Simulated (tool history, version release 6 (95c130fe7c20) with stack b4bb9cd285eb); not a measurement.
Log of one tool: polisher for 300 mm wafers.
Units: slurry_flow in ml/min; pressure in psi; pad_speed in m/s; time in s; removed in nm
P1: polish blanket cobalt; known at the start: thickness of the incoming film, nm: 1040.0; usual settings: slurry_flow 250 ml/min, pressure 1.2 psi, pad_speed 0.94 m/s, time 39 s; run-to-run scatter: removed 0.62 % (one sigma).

Run 1, hour 4.1: slurry_flow 250 ml/min, pressure 1.2 psi, pad_speed 0.94 m/s, time 39 s. Result: removed 92.016 nm.
Run 2, hour 9.9: slurry_flow 250 ml/min, pressure 1.2 psi, pad_speed 0.94 m/s, time 21 s. Result: removed 50.365 nm.
Run 3, hour 15: slurry_flow 250 ml/min, pressure 1.2 psi, pad_speed 0.74 m/s, time 54 s. Result: removed 101.89 nm.
Run 4, hour 20.4: slurry_flow 250 ml/min, pressure 1.8 psi, pad_speed 0.94 m/s, time 39 s. Result: removed 139.06 nm.
Run 5, hour 23.1: slurry_flow 250 ml/min, pressure 1.2 psi, pad_speed 0.44 m/s, time 39 s. Result: removed 43.887 nm.
Run 6, hour 27.5: slurry_flow 250 ml/min, pressure 0.9 psi, pad_speed 0.94 m/s, time 18 s. Result: removed 32.429 nm.
Run 7, hour 31.3: slurry_flow 250 ml/min, pressure 1.2 psi, pad_speed 1.28 m/s, time 39 s. Result: removed 126.93 nm.
Run 8, hour 35.8: slurry_flow 250 ml/min, pressure 0.8 psi, pad_speed 0.94 m/s, time 39 s. Result: removed 61.728 nm.
At hour 38.2: head pressure recalibrated.
Run 9, hour 40.4: slurry_flow 250 ml/min, pressure 1.2 psi, pad_speed 0.94 m/s, time 39 s. Result: removed 93.142 nm.
Run 10, hour 44: slurry_flow 150 ml/min, pressure 1.2 psi, pad_speed 0.94 m/s, time 39 s. Result: removed 86.449 nm.
Run 11, hour 47.5: slurry_flow 390 ml/min, pressure 1.2 psi, pad_speed 0.94 m/s, time 39 s. Result: removed 97.273 nm.
Run 12, hour 52.7: slurry_flow 250 ml/min, pressure 1.2 psi, pad_speed 0.94 m/s, time 39 s. Result: removed 92.911 nm.
Run 13, hour 58.7: slurry_flow 250 ml/min, pressure 1.2 psi, pad_speed 0.94 m/s, time 58 s. Result: removed 136.78 nm.
Run 14, hour 64.1: slurry_flow 250 ml/min, pressure 1.2 psi, pad_speed 0.94 m/s, time 39 s. Result: removed 92.335 nm.
Run 15, hour 68.3: slurry_flow 250 ml/min, pressure 1.2 psi, pad_speed 0.94 m/s, time 39 s. Result: removed 92.075 nm.
Run 16, hour 74.2: slurry_flow 250 ml/min, pressure 1.2 psi, pad_speed 0.94 m/s, time 39 s. Result: removed 93.614 nm.
Run 17, hour 77.7: slurry_flow 250 ml/min, pressure 1.2 psi, pad_speed 0.94 m/s, time 39 s. Result: removed 93.651 nm.
Run 18, hour 83.1: slurry_flow 250 ml/min, pressure 1.2 psi, pad_speed 0.94 m/s, time 39 s. Result: removed 91.45 nm.
Run 19, hour 88.9: slurry_flow 250 ml/min, pressure 1.2 psi, pad_speed 0.94 m/s, time 39 s. Result: removed 90.391 nm.
Run 20, hour 93.6: slurry_flow 250 ml/min, pressure 1.2 psi, pad_speed 0.94 m/s, time 39 s. Result: removed 90.062 nm.
Run 21, hour 99.5: slurry_flow 250 ml/min, pressure 1.2 psi, pad_speed 0.94 m/s, time 39 s. Result: removed 89.512 nm.
Run 22, hour 104.5: slurry_flow 250 ml/min, pressure 1.2 psi, pad_speed 0.94 m/s, time 39 s. Result: removed 88.151 nm.
At hour 109.7: head pressure recalibrated.
Run 23, hour 109.8: slurry_flow 250 ml/min, pressure 1.2 psi, pad_speed 0.94 m/s, time 39 s. Result: removed 89.347 nm.
Run 24, hour 115.5: slurry_flow 250 ml/min, pressure 1.2 psi, pad_speed 0.94 m/s, time 39 s. Result: removed 87.719 nm.
Run 25, hour 118.4: slurry_flow 250 ml/min, pressure 1.2 psi, pad_speed 0.94 m/s, time 39 s. Result: removed 88.141 nm.
Run 26, hour 121.8: slurry_flow 250 ml/min, pressure 1.2 psi, pad_speed 0.94 m/s, time 39 s. Result: removed 87.519 nm.

Forecast run 27:
Run 27, hour 126.2: slurry_flow 250 ml/min, pressure 1.2 psi, pad_speed 0.94 m/s, time 39 s. Result: removed ?.

{"run 27": {"removed": 88.726}}

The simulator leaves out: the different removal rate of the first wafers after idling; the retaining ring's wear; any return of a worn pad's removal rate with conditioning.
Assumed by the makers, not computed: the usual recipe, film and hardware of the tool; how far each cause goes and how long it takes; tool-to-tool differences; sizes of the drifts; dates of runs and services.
